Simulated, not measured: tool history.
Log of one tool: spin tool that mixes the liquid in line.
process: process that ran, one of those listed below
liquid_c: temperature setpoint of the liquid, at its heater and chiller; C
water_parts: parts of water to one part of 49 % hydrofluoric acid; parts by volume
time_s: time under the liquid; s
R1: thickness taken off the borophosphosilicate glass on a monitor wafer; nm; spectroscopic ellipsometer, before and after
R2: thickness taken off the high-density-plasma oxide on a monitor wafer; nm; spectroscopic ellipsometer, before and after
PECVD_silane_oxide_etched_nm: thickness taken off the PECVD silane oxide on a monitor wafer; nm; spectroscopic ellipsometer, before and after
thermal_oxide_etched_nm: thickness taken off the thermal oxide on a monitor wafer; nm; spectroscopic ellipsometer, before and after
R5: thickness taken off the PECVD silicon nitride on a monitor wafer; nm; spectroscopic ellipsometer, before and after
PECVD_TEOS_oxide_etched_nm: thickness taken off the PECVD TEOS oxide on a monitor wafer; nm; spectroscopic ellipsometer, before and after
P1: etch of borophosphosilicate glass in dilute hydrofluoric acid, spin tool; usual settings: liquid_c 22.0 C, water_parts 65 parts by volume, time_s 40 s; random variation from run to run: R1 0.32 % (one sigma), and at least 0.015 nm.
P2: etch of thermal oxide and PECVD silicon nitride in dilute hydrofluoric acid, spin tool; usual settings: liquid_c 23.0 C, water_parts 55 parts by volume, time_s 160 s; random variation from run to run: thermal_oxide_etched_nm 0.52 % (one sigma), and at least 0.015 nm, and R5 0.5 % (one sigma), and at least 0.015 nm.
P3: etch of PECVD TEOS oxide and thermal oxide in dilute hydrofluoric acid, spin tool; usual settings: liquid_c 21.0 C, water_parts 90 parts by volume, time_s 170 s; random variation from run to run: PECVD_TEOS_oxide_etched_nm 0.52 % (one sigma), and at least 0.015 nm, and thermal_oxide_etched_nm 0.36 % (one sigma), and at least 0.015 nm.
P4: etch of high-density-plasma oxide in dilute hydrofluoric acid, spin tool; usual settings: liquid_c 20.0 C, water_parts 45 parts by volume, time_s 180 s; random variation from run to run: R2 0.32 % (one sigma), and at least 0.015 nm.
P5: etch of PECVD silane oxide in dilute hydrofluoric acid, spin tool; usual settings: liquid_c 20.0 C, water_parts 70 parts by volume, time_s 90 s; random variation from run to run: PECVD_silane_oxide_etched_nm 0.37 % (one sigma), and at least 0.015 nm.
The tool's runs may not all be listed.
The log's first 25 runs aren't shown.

Run 26, hour 288.3: process P4, liquid_c 27.5 C, water_parts 45 parts by volume, time_s 180 s. Result: R2 30.0110 nm.
Run 27, hour 297.1: process P1, liquid_c 22.0 C, water_parts 65 parts by volume, time_s 40 s. Result: R1 27.835 nm.
Run 28, hour 309.9: process P1, liquid_c 22.0 C, water_parts 65 parts by volume, time_s 40 s. Result: R1 27.925 nm.
Run 29, hour 319.9: process P1, liquid_c 22.0 C, water_parts 65 parts by volume, time_s 40 s. Result: R1 28.050 nm.
Run 30, hour 332.8: process P2, liquid_c 23.0 C, water_parts 55 parts by volume, time_s 60 s. Result: thermal_oxide_etched_nm 5.1070 nm, R5 1.9310 nm.
Run 31, hour 343.7: process P5, liquid_c 20.0 C, water_parts 70 parts by volume, time_s 170 s. Result: PECVD_silane_oxide_etched_nm 31.916 nm.
Run 32, hour 353.3: process P1, liquid_c 22.0 C, water_parts 65 parts by volume, time_s 40 s. Result: R1 27.928 nm.
Run 33, hour 362.9: process P1, liquid_c 22.0 C, water_parts 65 parts by volume, time_s 40 s. Result: R1 28.736 nm.
Run 34, hour 377.5: process P1, liquid_c 22.0 C, water_parts 65 parts by volume, time_s 40 s. Result: R1 29.382 nm.

Forecast run 35:
Run 35, hour 388.9: process P1, liquid_c 22.0 C, water_parts 65 parts by volume, time_s 40 s. Result: R1 ?.

{"run 35": {"R1": 29.693}}

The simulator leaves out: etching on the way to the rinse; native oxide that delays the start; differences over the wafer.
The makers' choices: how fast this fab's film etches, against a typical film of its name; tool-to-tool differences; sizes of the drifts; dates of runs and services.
